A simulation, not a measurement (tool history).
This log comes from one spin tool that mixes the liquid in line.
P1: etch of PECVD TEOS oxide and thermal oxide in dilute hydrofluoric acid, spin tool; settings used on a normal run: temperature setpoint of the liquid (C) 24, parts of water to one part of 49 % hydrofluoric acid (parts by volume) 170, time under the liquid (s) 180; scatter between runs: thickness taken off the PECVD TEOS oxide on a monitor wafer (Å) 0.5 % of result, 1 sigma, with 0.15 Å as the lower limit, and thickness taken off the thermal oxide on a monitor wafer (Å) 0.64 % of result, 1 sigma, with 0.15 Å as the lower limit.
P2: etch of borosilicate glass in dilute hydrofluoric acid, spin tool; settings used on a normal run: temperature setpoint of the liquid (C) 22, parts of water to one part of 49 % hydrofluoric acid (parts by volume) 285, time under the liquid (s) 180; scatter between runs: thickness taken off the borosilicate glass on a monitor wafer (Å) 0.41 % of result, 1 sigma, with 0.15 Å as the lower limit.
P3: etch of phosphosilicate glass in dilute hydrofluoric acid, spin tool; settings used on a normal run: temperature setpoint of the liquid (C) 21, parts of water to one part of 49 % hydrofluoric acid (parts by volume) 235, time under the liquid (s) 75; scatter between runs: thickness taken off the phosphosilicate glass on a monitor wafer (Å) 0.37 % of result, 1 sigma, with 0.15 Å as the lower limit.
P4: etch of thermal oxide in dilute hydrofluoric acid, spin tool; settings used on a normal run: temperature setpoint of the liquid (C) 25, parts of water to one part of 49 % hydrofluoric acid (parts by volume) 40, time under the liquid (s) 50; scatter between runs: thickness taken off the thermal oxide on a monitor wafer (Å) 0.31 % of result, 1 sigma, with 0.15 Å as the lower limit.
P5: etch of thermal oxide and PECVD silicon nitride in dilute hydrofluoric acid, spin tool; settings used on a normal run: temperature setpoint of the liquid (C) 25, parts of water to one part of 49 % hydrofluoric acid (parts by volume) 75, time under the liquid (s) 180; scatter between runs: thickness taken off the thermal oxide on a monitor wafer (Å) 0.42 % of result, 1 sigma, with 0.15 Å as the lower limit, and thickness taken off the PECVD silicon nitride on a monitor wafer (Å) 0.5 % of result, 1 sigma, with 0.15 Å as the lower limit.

| run | day | process that ran | temperature setpoint of the liquid (C) | parts of water to one part of 49 % hydrofluoric acid (parts by volume) | time under the liquid (s) | thickness taken off the PECVD TEOS oxide on a monitor wafer (Å) | thickness taken off the thermal oxide on a monitor wafer (Å) | thickness taken off the phosphosilicate glass on a monitor wafer (Å) | thickness taken off the borosilicate glass on a monitor wafer (Å) | thickness taken off the PECVD silicon nitride on a monitor wafer (Å) |
|---|---|---|---|---|---|---|---|---|---|---|
| 1 | 0.3 | P1 | 24 | 170 | 180 | 105.76 | 49.478 |  |  |  |
| 2 | 0.642 | P1 | 19 | 170 | 105 | 51.034 | 23.603 |  |  |  |
| 3 | 0.979 | P1 | 24 | 170 | 180 | 104.68 | 49.013 |  |  |  |
| 4 | 1.279 | P4 | 25 | 40 | 50 |  | 68.79 |  |  |  |
| 5 | 1.454 | P3 | 17 | 235 | 75 |  |  | 418.1 |  |  |
| 6 | 1.617 | P2 | 22 | 475 | 180 |  |  |  | 64.21 |  |
| 7 | 1.829 | P3 | 21 | 235 | 75 |  |  | 488.65 |  |  |
| 8 | 1.992 | P3 | 21 | 410 | 75 |  |  | 237.32 |  |  |
| 9 | 2.267 | P4 | 25 | 40 | 50 |  | 68.451 |  |  |  |
|  | 2.462 | thermometer replaced |
| 10 | 2.546 | P5 | 20 | 75 | 180 |  | 96.137 |  |  | 82.291 |
| 11 | 2.879 | P2 | 17 | 285 | 180 |  |  |  | 105.3 |  |
| 12 | 3.15 | P4 | 25 | 40 | 25 |  | 34.466 |  |  |  |
| 13 | 3.488 | P4 | 33 | 40 | 50 |  | 94.629 |  |  |  |
| 14 | 3.725 | P2 | 22 | 285 | 180 |  |  |  | 126.25 |  |
| 15 | 4.058 | P5 | 25 | 25 | 180 |  | 376 |  |  | 335.79 |
| 16 | 4.262 | P2 | 22 | 285 | 75 |  |  |  | 52.897 |  |
| 17 | 4.467 | P1 | 24 | 170 | 290 | 170.98 | 78.694 |  |  |  |
| 18 | 4.712 | P5 | 25 | 75 | 350 |  | 230.6 |  |  | 225.4 |

For run 19, what comes out?
| 19 | 4.95 | P1 | 24 | 295 | 180 | ? | ? |  |  |  |

thickness taken off the PECVD TEOS oxide on a monitor wafer (Å): 54.006
thickness taken off the thermal oxide on a monitor wafer (Å): 25.016
